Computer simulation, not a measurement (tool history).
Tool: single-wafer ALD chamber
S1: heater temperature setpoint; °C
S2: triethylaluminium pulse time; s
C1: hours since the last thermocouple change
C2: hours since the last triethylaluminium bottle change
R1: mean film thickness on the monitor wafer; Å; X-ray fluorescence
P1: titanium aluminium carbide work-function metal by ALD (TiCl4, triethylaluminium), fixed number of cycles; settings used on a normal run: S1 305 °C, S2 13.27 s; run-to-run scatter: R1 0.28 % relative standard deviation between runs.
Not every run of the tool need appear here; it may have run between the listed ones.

| run | hour | S1 | S2 | C1 | C2 | R1 |
|---|---|---|---|---|---|---|
| 1 | 12 | 305 | 13.27 | 885.1 | 569.1 | 20.707 |
| 2 | 18.9 | 305 | 13.27 | 892 | 576 | 20.689 |
| 3 | 33.1 | 305 | 13.27 | 906.2 | 590.2 | 20.709 |
| 4 | 40 | 305 | 7.92 | 913.1 | 597.1 | 19.542 |
| 5 | 51.3 | 280 | 13.27 | 924.4 | 608.4 | 18.453 |
| 6 | 60.5 | 329 | 13.27 | 933.6 | 617.6 | 22.752 |
| 7 | 74.3 | 305 | 13.27 | 947.4 | 631.4 | 20.598 |
| 8 | 85.4 | 305 | 13.27 | 958.5 | 642.5 | 20.716 |
| 9 | 92.2 | 292 | 20.33 | 965.3 | 649.3 | 19.693 |
| 10 | 106.4 | 305 | 20.7 | 979.5 | 663.5 | 20.974 |
| 11 | 118.2 | 305 | 13.27 | 991.3 | 675.3 | 20.698 |
| 12 | 130.1 | 305 | 13.27 | 1003.2 | 687.2 | 20.621 |
| 13 | 145.2 | 305 | 13.27 | 1018.3 | 702.3 | 20.501 |
| 14 | 160 | 305 | 13.27 | 1033.1 | 717.1 | 20.284 |
| 15 | 171.8 | 305 | 13.27 | 1044.9 | 728.9 | 20.384 |
| 16 | 182.5 | 305 | 13.27 | 1055.6 | 739.6 | 20.182 |
| 17 | 190.1 | 305 | 13.27 | 1063.2 | 747.2 | 20.321 |

Expected results for the next run?
| 18 | 198.7 | 305 | 13.27 | 1071.8 | 755.8 | ? |

Run 18 yielded R1 20.373 Å.
